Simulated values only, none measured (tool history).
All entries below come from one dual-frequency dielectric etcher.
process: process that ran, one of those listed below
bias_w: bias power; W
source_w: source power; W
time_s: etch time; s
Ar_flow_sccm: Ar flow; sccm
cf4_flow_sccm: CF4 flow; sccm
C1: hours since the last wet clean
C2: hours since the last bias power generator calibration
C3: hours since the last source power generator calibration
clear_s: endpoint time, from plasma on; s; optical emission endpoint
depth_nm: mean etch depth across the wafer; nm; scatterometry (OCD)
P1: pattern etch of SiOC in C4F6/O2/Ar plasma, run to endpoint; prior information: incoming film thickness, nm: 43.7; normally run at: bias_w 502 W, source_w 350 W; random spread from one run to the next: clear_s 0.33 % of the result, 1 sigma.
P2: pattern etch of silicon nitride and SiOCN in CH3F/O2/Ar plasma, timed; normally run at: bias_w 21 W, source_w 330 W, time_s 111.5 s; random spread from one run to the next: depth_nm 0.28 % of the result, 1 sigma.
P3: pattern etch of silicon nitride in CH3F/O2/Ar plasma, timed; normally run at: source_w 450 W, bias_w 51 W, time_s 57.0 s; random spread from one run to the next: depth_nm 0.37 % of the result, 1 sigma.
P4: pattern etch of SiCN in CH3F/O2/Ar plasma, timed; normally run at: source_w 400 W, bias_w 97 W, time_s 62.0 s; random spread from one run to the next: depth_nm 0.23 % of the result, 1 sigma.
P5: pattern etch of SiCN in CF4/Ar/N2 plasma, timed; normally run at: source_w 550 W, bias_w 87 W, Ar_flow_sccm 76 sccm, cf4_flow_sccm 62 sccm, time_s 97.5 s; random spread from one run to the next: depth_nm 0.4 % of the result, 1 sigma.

Run 1, day 0.212: process P1, bias_w 502 W, source_w 350 W; C1 457.3; C2 2102.1; C3 734.8. Result: clear_s 15.416 s.
Run 2, day 0.371: process P3, bias_w 72 W, source_w 450 W, time_s 57.0 s; C1 461.1; C2 2105.9; C3 738.6. Result: depth_nm 41.852 nm.
Run 3, day 0.704: process P5, bias_w 87 W, source_w 550 W, time_s 97.5 s, Ar_flow_sccm 106 sccm, cf4_flow_sccm 62 sccm; C1 469.1; C2 2113.9; C3 746.6. Result: depth_nm 103.360 nm.
Run 4, day 1.054: process P1, bias_w 659 W, source_w 350 W; C1 477.5; C2 2122.3; C3 755.0. Result: clear_s 13.844 s.
Run 5, day 1.329: process P5, bias_w 87 W, source_w 550 W, time_s 97.5 s, Ar_flow_sccm 76 sccm, cf4_flow_sccm 62 sccm; C1 484.1; C2 2128.9; C3 761.6. Result: depth_nm 107.940 nm.
Run 6, day 1.554: process P2, bias_w 21 W, source_w 460 W, time_s 111.5 s; C1 489.5; C2 2134.3; C3 767.0. Result: depth_nm 15.609 nm.
Run 7, day 1.729: process P4, bias_w 97 W, source_w 320 W, time_s 62.0 s; C1 493.7; C2 2138.5; C3 771.2. Result: depth_nm 23.828 nm.
Run 8, day 1.933: process P1, bias_w 502 W, source_w 500 W; C1 498.6; C2 2143.4; C3 776.1. Result: clear_s 13.482 s.
Run 9, day 2.250: process P3, bias_w 51 W, source_w 350 W, time_s 57.0 s; C1 506.2; C2 2151.0; C3 783.7. Result: depth_nm 34.001 nm.
Run 10, day 2.521: process P5, bias_w 87 W, source_w 550 W, time_s 97.5 s, Ar_flow_sccm 76 sccm, cf4_flow_sccm 62 sccm; C1 512.7; C2 2157.5; C3 790.2. Result: depth_nm 108.020 nm.
Run 11, day 2.733: process P3, bias_w 51 W, source_w 450 W, time_s 85.0 s; C1 517.8; C2 2162.6; C3 795.3. Result: depth_nm 55.461 nm.
Run 12, day 2.925: process P4, bias_w 97 W, source_w 400 W, time_s 34.0 s; C1 522.4; C2 2167.2; C3 799.9. Result: depth_nm 14.171 nm.
Run 13, day 3.125: process P5, bias_w 87 W, source_w 760 W, time_s 97.5 s, Ar_flow_sccm 76 sccm, cf4_flow_sccm 62 sccm; C1 527.2; C2 2172.0; C3 804.7. Result: depth_nm 143.790 nm.
Run 14, day 3.417: process P1, bias_w 502 W, source_w 350 W; C1 534.2; C2 2179.0; C3 811.7. Result: clear_s 15.396 s.
Run 15, day 3.583: process P1, bias_w 363 W, source_w 260 W; C1 538.2; C2 2183.0; C3 815.7. Result: clear_s 19.346 s.
Run 16, day 3.733: process P1, bias_w 366 W, source_w 350 W; C1 541.8; C2 2186.6; C3 819.3. Result: clear_s 17.323 s.
Run 17, day 3.892: process P1, bias_w 340 W, source_w 260 W; C1 545.6; C2 2190.4; C3 823.1. Result: clear_s 19.883 s.
At day 4.008: source power generator calibrated.
Run 18, day 4.179: process P4, bias_w 97 W, source_w 400 W, time_s 62.0 s; C1 552.5; C2 2197.3; C3 4.2. Result: depth_nm 25.895 nm.
Run 19, day 4.500: process P1, bias_w 502 W, source_w 350 W; C1 560.2; C2 2205.0; C3 11.9. Result: clear_s 15.360 s.
Run 20, day 4.767: process P2, bias_w 21 W, source_w 330 W, time_s 111.5 s; C1 566.6; C2 2211.4; C3 18.3. Result: depth_nm 13.882 nm.
Run 21, day 5.096: process P1, bias_w 502 W, source_w 350 W; C1 574.5; C2 2219.3; C3 26.2. Result: clear_s 15.337 s.
Run 22, day 5.371: process P5, bias_w 87 W, source_w 550 W, time_s 59.5 s, Ar_flow_sccm 76 sccm, cf4_flow_sccm 62 sccm; C1 581.1; C2 2225.9; C3 32.8. Result: depth_nm 66.651 nm.
Run 23, day 5.579: process P5, bias_w 115 W, source_w 550 W, time_s 97.5 s, Ar_flow_sccm 76 sccm, cf4_flow_sccm 62 sccm; C1 586.1; C2 2230.9; C3 37.8. Result: depth_nm 119.010 nm.
Run 24, day 5.833: process P1, bias_w 502 W, source_w 350 W; C1 592.2; C2 2237.0; C3 43.9. Result: clear_s 15.439 s.

What will run 25 give?
Run 25, day 6.029: process P4, bias_w 134 W, source_w 400 W, time_s 62.0 s; C1 596.9; C2 2241.7; C3 48.6. Result: depth_nm ?.

{"run 25": {"depth_nm": 29.247}}
